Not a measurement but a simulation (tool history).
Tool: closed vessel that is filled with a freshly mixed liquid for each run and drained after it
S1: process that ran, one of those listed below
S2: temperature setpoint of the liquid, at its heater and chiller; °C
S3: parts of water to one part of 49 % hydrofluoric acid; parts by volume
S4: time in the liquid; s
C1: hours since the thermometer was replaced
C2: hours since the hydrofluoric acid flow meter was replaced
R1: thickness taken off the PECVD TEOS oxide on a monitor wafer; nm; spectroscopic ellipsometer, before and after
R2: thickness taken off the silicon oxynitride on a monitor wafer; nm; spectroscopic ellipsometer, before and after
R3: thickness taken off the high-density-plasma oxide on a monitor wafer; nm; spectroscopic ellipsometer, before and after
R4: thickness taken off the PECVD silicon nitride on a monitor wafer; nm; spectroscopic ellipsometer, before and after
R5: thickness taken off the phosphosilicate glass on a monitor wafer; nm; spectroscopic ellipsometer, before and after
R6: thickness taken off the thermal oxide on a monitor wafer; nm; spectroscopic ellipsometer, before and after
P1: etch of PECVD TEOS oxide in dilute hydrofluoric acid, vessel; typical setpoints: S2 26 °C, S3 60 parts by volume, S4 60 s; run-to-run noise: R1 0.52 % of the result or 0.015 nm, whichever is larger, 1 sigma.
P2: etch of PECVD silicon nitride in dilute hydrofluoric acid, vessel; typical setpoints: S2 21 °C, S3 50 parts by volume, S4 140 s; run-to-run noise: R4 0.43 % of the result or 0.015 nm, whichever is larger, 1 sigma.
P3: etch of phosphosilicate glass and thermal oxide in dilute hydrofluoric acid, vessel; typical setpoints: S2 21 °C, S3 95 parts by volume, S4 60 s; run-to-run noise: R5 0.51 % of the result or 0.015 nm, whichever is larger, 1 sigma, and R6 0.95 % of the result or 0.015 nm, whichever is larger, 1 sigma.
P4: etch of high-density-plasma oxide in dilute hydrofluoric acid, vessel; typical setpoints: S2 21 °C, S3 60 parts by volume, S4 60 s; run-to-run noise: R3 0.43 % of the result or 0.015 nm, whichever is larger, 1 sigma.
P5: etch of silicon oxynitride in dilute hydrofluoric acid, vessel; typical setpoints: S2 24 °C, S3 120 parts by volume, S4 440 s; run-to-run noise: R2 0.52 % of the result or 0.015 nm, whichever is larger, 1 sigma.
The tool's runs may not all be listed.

Run 1, day 0.192: S1 P1, S2 26 °C, S3 60 parts by volume, S4 60 s; C1 669.3; C2 562.2. Result: R1 22.391 nm.
Run 2, day 0.338: S1 P5, S2 18 °C, S3 120 parts by volume, S4 440 s; C1 672.8; C2 565.7. Result: R2 4.3107 nm.
Run 3, day 0.6: S1 P5, S2 24 °C, S3 120 parts by volume, S4 240 s; C1 679.1; C2 572. Result: R2 3.1142 nm.
Run 4, day 0.867: S1 P4, S2 17 °C, S3 60 parts by volume, S4 60 s; C1 685.5; C2 578.4. Result: R3 4.196 nm.
Run 5, day 1.096: S1 P2, S2 21 °C, S3 50 parts by volume, S4 45 s; C1 691; C2 583.9. Result: R4 1.7016 nm.
Run 6, day 1.35: S1 P3, S2 17 °C, S3 95 parts by volume, S4 60 s; C1 697.1; C2 590. Result: R5 84.594 nm, R6 2.2471 nm.
Run 7, day 1.517: S1 P1, S2 18.5 °C, S3 105 parts by volume, S4 60 s; C1 701.1; C2 594. Result: R1 8.9319 nm.
Run 8, day 1.804: S1 P1, S2 26 °C, S3 60 parts by volume, S4 90 s; C1 708; C2 600.9. Result: R1 33.658 nm.
Run 9, day 2.008: S1 P2, S2 21 °C, S3 50 parts by volume, S4 140 s; C1 712.9; C2 605.8. Result: R4 5.278 nm.
Run 10, day 2.167: S1 P1, S2 26 °C, S3 105 parts by volume, S4 60 s; C1 716.7; C2 609.6. Result: R1 11.973 nm.
Run 11, day 2.383: S1 P5, S2 24 °C, S3 170 parts by volume, S4 440 s; C1 721.9; C2 614.8. Result: R2 3.8414 nm.
Run 12, day 2.617: S1 P4, S2 21 °C, S3 105 parts by volume, S4 60 s; C1 727.5; C2 620.4. Result: R3 2.7249 nm.
Run 13, day 2.783: S1 P3, S2 21 °C, S3 95 parts by volume, S4 30 s; C1 731.5; C2 624.4. Result: R5 49.844 nm, R6 1.3761 nm.
Run 14, day 3.042: S1 P1, S2 26 °C, S3 60 parts by volume, S4 30 s; C1 737.7; C2 630.6. Result: R1 11.151 nm.
Run 15, day 3.35: S1 P3, S2 21 °C, S3 95 parts by volume, S4 60 s; C1 745.1; C2 638. Result: R5 99.534 nm, R6 2.6218 nm.
Run 16, day 3.529: S1 P5, S2 24 °C, S3 120 parts by volume, S4 440 s; C1 749.4; C2 642.3. Result: R2 5.7236 nm.
Run 17, day 3.804: S1 P1, S2 26 °C, S3 60 parts by volume, S4 60 s; C1 756; C2 648.9. Result: R1 22.372 nm.
Run 18, day 3.996: S1 P4, S2 21 °C, S3 60 parts by volume, S4 30 s; C1 760.6; C2 653.5. Result: R3 2.5121 nm.
Run 19, day 4.188: S1 P1, S2 26 °C, S3 110 parts by volume, S4 95 s; C1 765.2; C2 658.1. Result: R1 18.007 nm.
Run 20, day 4.342: S1 P3, S2 21 °C, S3 20 parts by volume, S4 60 s; C1 768.9; C2 661.8. Result: R5 518.89 nm, R6 14.161 nm.
Run 21, day 4.488: S1 P1, S2 26 °C, S3 60 parts by volume, S4 60 s; C1 772.4; C2 665.3. Result: R1 22.312 nm.
Run 22, day 4.712: S1 P1, S2 26 °C, S3 25 parts by volume, S4 60 s; C1 777.8; C2 670.7. Result: R1 56.23 nm.
Run 23, day 4.938: S1 P4, S2 21 °C, S3 60 parts by volume, S4 60 s; C1 783.2; C2 676.1. Result: R3 5.0683 nm.
Run 24, day 5.092: S1 P1, S2 21.5 °C, S3 60 parts by volume, S4 60 s; C1 786.9; C2 679.8. Result: R1 18.774 nm.
Run 25, day 5.288: S1 P4, S2 21 °C, S3 60 parts by volume, S4 60 s; C1 791.6; C2 684.5. Result: R3 5.0292 nm.
Run 26, day 5.429: S1 P5, S2 24 °C, S3 120 parts by volume, S4 440 s; C1 795; C2 687.9. Result: R2 5.7006 nm.
Run 27, day 5.704: S1 P2, S2 17 °C, S3 50 parts by volume, S4 140 s; C1 801.6; C2 694.5. Result: R4 3.9755 nm.
Run 28, day 5.929: S1 P1, S2 26 °C, S3 60 parts by volume, S4 60 s; C1 807; C2 699.9. Result: R1 22.349 nm.
Run 29, day 6.167: S1 P2, S2 21 °C, S3 80 parts by volume, S4 140 s; C1 812.7; C2 705.6. Result: R4 3.3436 nm.
Run 30, day 6.375: S1 P1, S2 26 °C, S3 60 parts by volume, S4 60 s; C1 817.7; C2 710.6. Result: R1 22.603 nm.
Run 31, day 6.538: S1 P1, S2 33.5 °C, S3 60 parts by volume, S4 60 s; C1 821.6; C2 714.5. Result: R1 29.926 nm.
Run 32, day 6.846: S1 P1, S2 26 °C, S3 60 parts by volume, S4 60 s; C1 829; C2 721.9. Result: R1 22.559 nm.
Run 33, day 7.146: S1 P1, S2 26 °C, S3 60 parts by volume, S4 60 s; C1 836.2; C2 729.1. Result: R1 23.491 nm.
Run 34, day 7.392: S1 P1, S2 26 °C, S3 60 parts by volume, S4 60 s; C1 842.1; C2 735. Result: R1 23.616 nm.
Run 35, day 7.658: S1 P1, S2 26 °C, S3 60 parts by volume, S4 60 s; C1 848.5; C2 741.4. Result: R1 23.985 nm.
Run 36, day 7.796: S1 P1, S2 26 °C, S3 60 parts by volume, S4 60 s; C1 851.8; C2 744.7. Result: R1 23.591 nm.
Run 37, day 8.067: S1 P1, S2 26 °C, S3 60 parts by volume, S4 60 s; C1 858.3; C2 751.2. Result: R1 23.814 nm.
Run 38, day 8.246: S1 P1, S2 26 °C, S3 60 parts by volume, S4 60 s; C1 862.6; C2 755.5. Result: R1 23.782 nm.
Run 39, day 8.488: S1 P1, S2 26 °C, S3 60 parts by volume, S4 60 s; C1 868.4; C2 761.3. Result: R1 23.971 nm.

What P1 gives has crept away from where it was. These 2 causes fit the log equally well, each at the size given:
A: liquid hotter than its thermometer reads (K) = 1.56
B: hydrofluoric acid flow above the setpoint (%) = 5.9
The creep began at about day 6.846.

Consider the 4 single-wafer check runs listed below, results given as question marks: which one distinguishes between the causes by giving clearly different results for each?
Run check 1, day 8.729: S1 P4, S2 21 °C, S3 60 parts by volume, S4 60 s. Result: R3 ?.
Run check 2, day 8.729: S1 P5, S2 24 °C, S3 120 parts by volume, S4 440 s. Result: R2 ?.
Run check 3, day 8.729: S1 P3, S2 21 °C, S3 95 parts by volume, S4 60 s. Result: R5 ?, R6 ?.
Run check 4, day 8.729: S1 P2, S2 21 °C, S3 50 parts by volume, S4 140 s. Result: R4 ?.

Predicted outcomes, by check and by cause:
  check  result    if A    if B
check 1      R3  5.3667  5.3479
check 2      R2  6.1273  6.0696
check 3      R5   106.4  106.42
check 3      R6  2.8695  2.8699
check 4      R4  5.8999  5.6062
Smallest distance between any two causes, each pair judged by its most separating result, in per cent: check 1 0.35 %; check 2 0.95 %; check 3 0.01 %; check 4 5.11 %
Check 4 tells the causes apart: in the others they would give nearly the same result.

Check 4 has now been run. It gave: R4 5.884 nm. Which of the candidate causes is it?

It is A: liquid hotter than its thermometer reads (K).
